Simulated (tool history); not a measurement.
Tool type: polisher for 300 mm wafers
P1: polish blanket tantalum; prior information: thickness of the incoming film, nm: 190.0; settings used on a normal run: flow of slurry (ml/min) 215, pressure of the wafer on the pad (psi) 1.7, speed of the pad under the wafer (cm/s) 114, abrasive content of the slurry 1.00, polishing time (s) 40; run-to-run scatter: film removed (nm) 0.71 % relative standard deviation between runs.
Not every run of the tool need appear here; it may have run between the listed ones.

| run | day | flow of slurry (ml/min) | pressure of the wafer on the pad (psi) | speed of the pad under the wafer (cm/s) | abrasive content of the slurry | polishing time (s) | film removed (nm) |
|---|---|---|---|---|---|---|---|
| 1 | 0.412 | 215 | 1.7 | 114 | 1.00 | 40 | 74.171 |
| 2 | 0.921 | 215 | 2.5 | 114 | 1.00 | 40 | 108.130 |
| 3 | 1.212 | 310 | 1.7 | 114 | 1.00 | 40 | 76.547 |
|  | 1.267 | worn pad replaced by a new one |
| 4 | 1.779 | 325 | 1.7 | 66 | 1.00 | 40 | 44.604 |
| 5 | 2.158 | 215 | 1.7 | 114 | 1.45 | 40 | 80.771 |
| 6 | 2.604 | 215 | 1.7 | 114 | 0.50 | 40 | 56.478 |
| 7 | 3.192 | 215 | 1.7 | 114 | 1.00 | 40 | 73.104 |
| 8 | 3.688 | 215 | 1.7 | 114 | 1.00 | 40 | 73.263 |
| 9 | 4.050 | 215 | 1.7 | 114 | 1.00 | 60 | 111.150 |
| 10 | 4.550 | 215 | 1.7 | 114 | 1.00 | 19 | 34.891 |
| 11 | 5.062 | 215 | 0.8 | 114 | 1.00 | 40 | 34.825 |
| 12 | 5.588 | 215 | 2.2 | 114 | 1.00 | 25 | 59.728 |
| 13 | 6.196 | 215 | 1.7 | 172 | 1.00 | 40 | 111.730 |
| 14 | 6.529 | 130 | 1.7 | 114 | 1.00 | 40 | 68.485 |
| 15 | 7.046 | 215 | 1.7 | 114 | 1.00 | 40 | 73.902 |
| 16 | 7.371 | 215 | 1.7 | 114 | 1.00 | 40 | 73.264 |
| 17 | 7.667 | 215 | 1.7 | 52 | 1.00 | 40 | 33.390 |
| 18 | 8.262 | 215 | 1.7 | 114 | 1.00 | 40 | 73.674 |
| 19 | 8.812 | 215 | 1.7 | 114 | 1.00 | 40 | 70.959 |
| 20 | 9.150 | 215 | 1.7 | 114 | 1.00 | 40 | 69.349 |
|  | 9.617 | slurry nozzle cleaned |
| 21 | 9.738 | 215 | 1.7 | 114 | 1.00 | 40 | 68.535 |
|  | 9.825 | worn pad replaced by a new one |
| 22 | 10.342 | 215 | 1.7 | 114 | 1.00 | 40 | 67.367 |
| 23 | 10.912 | 215 | 1.7 | 114 | 1.00 | 40 | 68.495 |
| 24 | 11.408 | 215 | 1.7 | 114 | 1.00 | 40 | 66.558 |

The output of P1 has drifted from where it used to be. Each of the 2 causes below, taken at the size shown beside it, accounts for the log equally well:
A: abrasive missing from the slurry, % = 24.4
B: head's pressure below its setpoint, % = 8.44
Creep in the process output first set in at about day 8.262.
Ruled out, with reasons:
removal rate lost through wear of the pad, %: its service at day 9.825 followed the start of the drift and did not put the process back to its old value
slurry flow missing at the pad, %: its service at day 9.617 followed the start of the drift and did not put the process back to its old value

Below are 4 check runs, each averaged over 2 wafers, with their results shown as question marks. Which of them would give clearly different results depending on which cause is behind the drift?
| check 1 | 11.904 | 215 | 0.8 | 58 | 1.00 | 40 | ? |
| check 2 | 11.904 | 215 | 1.7 | 114 | 0.55 | 40 | ? |
| check 3 | 11.904 | 215 | 2.1 | 114 | 1.00 | 21 | ? |
| check 4 | 11.904 | 215 | 1.7 | 164 | 1.00 | 57 | ? |

Expected result of each check under each candidate cause:
| check | result | if A | if B |
|---|---|---|---|
| check 1 | film removed (nm) | 16.124 | 16.125 |
| check 2 | film removed (nm) | 52.486 | 54.587 |
| check 3 | film removed (nm) | 43.676 | 43.677 |
| check 4 | film removed (nm) | 138.060 | 138.060 |
Gap, in per cent, between the two causes that each check separates least, read from the result that separates them most: check 1 0 %; check 2 3.92 %; check 3 0 %; check 4 0 %
Only in check 2 would the causes give clearly different results; in the remaining checks their results would be nearly the same.

Check 2 has now been run. It gave: film removed (nm) 52.627. Which of the candidate causes is it?

Of the candidate causes, it is A: abrasive missing from the slurry, %.
